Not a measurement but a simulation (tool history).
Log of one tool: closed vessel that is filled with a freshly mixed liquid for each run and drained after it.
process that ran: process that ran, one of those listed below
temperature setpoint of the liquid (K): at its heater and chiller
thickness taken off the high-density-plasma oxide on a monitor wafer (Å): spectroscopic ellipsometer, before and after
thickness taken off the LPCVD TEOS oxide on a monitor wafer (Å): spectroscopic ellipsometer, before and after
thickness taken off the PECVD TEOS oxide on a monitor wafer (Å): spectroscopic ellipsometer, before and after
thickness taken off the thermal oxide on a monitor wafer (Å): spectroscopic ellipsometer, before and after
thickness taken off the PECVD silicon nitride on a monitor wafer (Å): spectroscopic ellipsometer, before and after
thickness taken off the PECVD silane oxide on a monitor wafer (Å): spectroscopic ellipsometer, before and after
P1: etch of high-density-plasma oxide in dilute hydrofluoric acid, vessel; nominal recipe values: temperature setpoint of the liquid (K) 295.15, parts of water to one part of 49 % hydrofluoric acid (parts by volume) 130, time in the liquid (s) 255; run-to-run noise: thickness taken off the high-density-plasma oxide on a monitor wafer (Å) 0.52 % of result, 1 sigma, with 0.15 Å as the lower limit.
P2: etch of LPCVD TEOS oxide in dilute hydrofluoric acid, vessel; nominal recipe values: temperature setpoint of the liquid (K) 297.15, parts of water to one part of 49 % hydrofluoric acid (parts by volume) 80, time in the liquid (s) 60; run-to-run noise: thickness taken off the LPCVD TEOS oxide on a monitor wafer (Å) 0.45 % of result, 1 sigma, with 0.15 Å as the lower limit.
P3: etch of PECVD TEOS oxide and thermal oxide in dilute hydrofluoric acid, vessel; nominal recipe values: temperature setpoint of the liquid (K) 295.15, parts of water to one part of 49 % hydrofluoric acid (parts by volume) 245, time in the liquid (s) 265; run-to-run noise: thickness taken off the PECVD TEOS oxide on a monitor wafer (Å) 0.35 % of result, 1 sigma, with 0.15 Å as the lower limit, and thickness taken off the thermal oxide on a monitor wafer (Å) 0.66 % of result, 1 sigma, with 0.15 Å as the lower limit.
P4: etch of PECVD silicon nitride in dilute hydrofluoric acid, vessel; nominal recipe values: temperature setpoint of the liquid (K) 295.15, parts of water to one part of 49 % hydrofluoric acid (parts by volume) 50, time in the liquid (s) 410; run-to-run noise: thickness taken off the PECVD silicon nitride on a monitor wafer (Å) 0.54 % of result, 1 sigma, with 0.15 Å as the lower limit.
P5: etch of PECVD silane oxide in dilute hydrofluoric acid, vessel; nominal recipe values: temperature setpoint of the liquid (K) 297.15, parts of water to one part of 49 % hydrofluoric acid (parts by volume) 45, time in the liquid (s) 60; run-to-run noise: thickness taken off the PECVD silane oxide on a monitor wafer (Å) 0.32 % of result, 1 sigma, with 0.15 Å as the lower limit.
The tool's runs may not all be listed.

| run | hour | process that ran | temperature setpoint of the liquid (K) | parts of water to one part of 49 % hydrofluoric acid (parts by volume) | time in the liquid (s) | thickness taken off the high-density-plasma oxide on a monitor wafer (Å) | thickness taken off the LPCVD TEOS oxide on a monitor wafer (Å) | thickness taken off the PECVD TEOS oxide on a monitor wafer (Å) | thickness taken off the thermal oxide on a monitor wafer (Å) | thickness taken off the PECVD silicon nitride on a monitor wafer (Å) | thickness taken off the PECVD silane oxide on a monitor wafer (Å) |
|---|---|---|---|---|---|---|---|---|---|---|---|
| 1 | 12.2 | P1 | 295.15 | 130 | 255 | 88.066 |  |  |  |  |  |
| 2 | 17.6 | P2 | 290.15 | 80 | 60 |  | 99.508 |  |  |  |  |
| 3 | 27.9 | P3 | 295.15 | 245 | 265 |  |  | 89.851 | 40.661 |  |  |
| 4 | 37.7 | P4 | 295.15 | 50 | 410 |  |  |  |  | 120.730 |  |
| 5 | 49.0 | P1 | 291.15 | 130 | 255 | 74.746 |  |  |  |  |  |
| 6 | 61.2 | P5 | 304.65 | 45 | 60 |  |  |  |  |  | 682.23 |
| 7 | 71.6 | P5 | 297.15 | 20 | 60 |  |  |  |  |  | 1184.80 |
| 8 | 83.0 | P4 | 295.15 | 50 | 410 |  |  |  |  | 120.000 |  |
| 9 | 93.3 | P3 | 290.15 | 245 | 265 |  |  | 73.736 | 33.976 |  |  |
| 10 | 102.9 | P2 | 297.15 | 80 | 60 |  | 133.090 |  |  |  |  |
| 11 | 108.7 | P2 | 297.15 | 20 | 60 |  | 576.580 |  |  |  |  |
| 12 | 120.1 | P1 | 295.15 | 130 | 255 | 88.037 |  |  |  |  |  |
| 13 | 128.4 | P5 | 297.15 | 45 | 60 |  |  |  |  |  | 506.22 |
| 14 | 137.8 | P3 | 295.15 | 125 | 265 |  |  | 200.790 | 90.434 |  |  |
| 15 | 144.2 | P3 | 295.15 | 245 | 530 |  |  | 179.560 | 81.197 |  |  |
| 16 | 152.7 | P5 | 297.15 | 45 | 85 |  |  |  |  |  | 715.13 |
| 17 | 162.4 | P1 | 295.15 | 130 | 40 | 13.985 |  |  |  |  |  |
| 18 | 170.5 | P1 | 299.65 | 130 | 60 | 24.632 |  |  |  |  |  |
| 19 | 181.3 | P4 | 295.15 | 50 | 165 |  |  |  |  | 49.041 |  |

The next listed run, before its measurement:
| 20 | 189.4 | P1 | 295.15 | 130 | 255 | ? |  |  |  |  |  |

Run 20 produced thickness taken off the high-density-plasma oxide on a monitor wafer (Å) 87.767.
